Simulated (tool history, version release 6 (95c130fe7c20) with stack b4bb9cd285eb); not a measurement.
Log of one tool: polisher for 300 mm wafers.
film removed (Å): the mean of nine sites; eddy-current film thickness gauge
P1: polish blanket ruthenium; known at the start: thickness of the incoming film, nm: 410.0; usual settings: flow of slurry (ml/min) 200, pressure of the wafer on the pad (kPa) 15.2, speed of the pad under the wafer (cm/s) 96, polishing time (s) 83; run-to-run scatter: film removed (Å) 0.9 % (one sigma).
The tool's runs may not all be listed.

| run | hour | flow of slurry (ml/min) | pressure of the wafer on the pad (kPa) | speed of the pad under the wafer (cm/s) | polishing time (s) | wafers polished on this pad | hours since the slurry nozzle was cleaned | hours since the head pressure was calibrated | film removed (Å) |
|---|---|---|---|---|---|---|---|---|---|
| 1 | 9.8 | 200 | 15.2 | 96 | 83 | 520 | 75.0 | 480.1 | 1116.60 |
| 2 | 22.4 | 200 | 15.2 | 152 | 83 | 612 | 87.6 | 492.7 | 1743.10 |
| 3 | 34.3 | 200 | 15.2 | 96 | 112 | 699 | 99.5 | 504.6 | 1497.70 |
| 4 | 42.1 | 120 | 15.2 | 96 | 83 | 756 | 107.3 | 512.4 | 1013.60 |
| 5 | 54.8 | 200 | 15.2 | 96 | 46 | 849 | 120.0 | 525.1 | 612.18 |
| 6 | 68.4 | 130 | 15.2 | 46 | 83 | 948 | 133.6 | 538.7 | 496.90 |
| 7 | 81.1 | 200 | 15.2 | 56 | 83 | 1041 | 146.3 | 551.4 | 656.16 |
| 8 | 88.9 | 200 | 15.2 | 96 | 83 | 1098 | 154.1 | 559.2 | 1094.10 |
| 9 | 99.9 | 200 | 15.2 | 96 | 83 | 1179 | 165.1 | 570.2 | 1096.90 |
| 10 | 108.3 | 305 | 15.2 | 96 | 108 | 1240 | 173.5 | 578.6 | 1527.60 |
| 11 | 115.6 | 200 | 15.2 | 96 | 83 | 1294 | 180.8 | 585.9 | 1107.40 |
| 12 | 126.2 | 200 | 15.2 | 96 | 83 | 1371 | 191.4 | 596.5 | 1114.80 |
| 13 | 136.3 | 200 | 6.9 | 96 | 83 | 1445 | 201.5 | 606.6 | 509.58 |
| 14 | 143.7 | 200 | 22.8 | 96 | 83 | 1500 | 208.9 | 614.0 | 1669.20 |
| 15 | 156.5 | 290 | 15.2 | 96 | 83 | 1593 | 221.7 | 626.8 | 1160.90 |
| 16 | 169.1 | 200 | 15.2 | 96 | 83 | 1685 | 234.3 | 639.4 | 1123.20 |
| 17 | 179.1 | 200 | 15.2 | 96 | 83 | 1759 | 244.3 | 649.4 | 1086.90 |
| 18 | 187.1 | 200 | 15.2 | 96 | 83 | 1817 | 252.3 | 657.4 | 1064.90 |
| 19 | 199.2 | 200 | 15.2 | 96 | 83 | 1906 | 264.4 | 669.5 | 1053.20 |
| 20 | 206.6 | 200 | 15.2 | 96 | 83 | 1960 | 271.8 | 676.9 | 1041.60 |
| 21 | 216.3 | 200 | 15.2 | 96 | 83 | 2031 | 281.5 | 686.6 | 1016.30 |
| 22 | 225.8 | 200 | 15.2 | 96 | 83 | 2100 | 291.0 | 696.1 | 1022.70 |
| 23 | 231.8 | 200 | 15.2 | 96 | 83 | 2144 | 297.0 | 702.1 | 1034.40 |
|  | 232.1 | worn pad replaced by a new one |
| 24 | 242.7 | 200 | 15.2 | 96 | 83 | 77 | 307.9 | 713.0 | 1011.50 |

Run 25 comes next. What will it give?
| 25 | 253.2 | 200 | 15.2 | 96 | 83 | 154 | 318.4 | 723.5 | ? |

film removed (Å): 1018.20
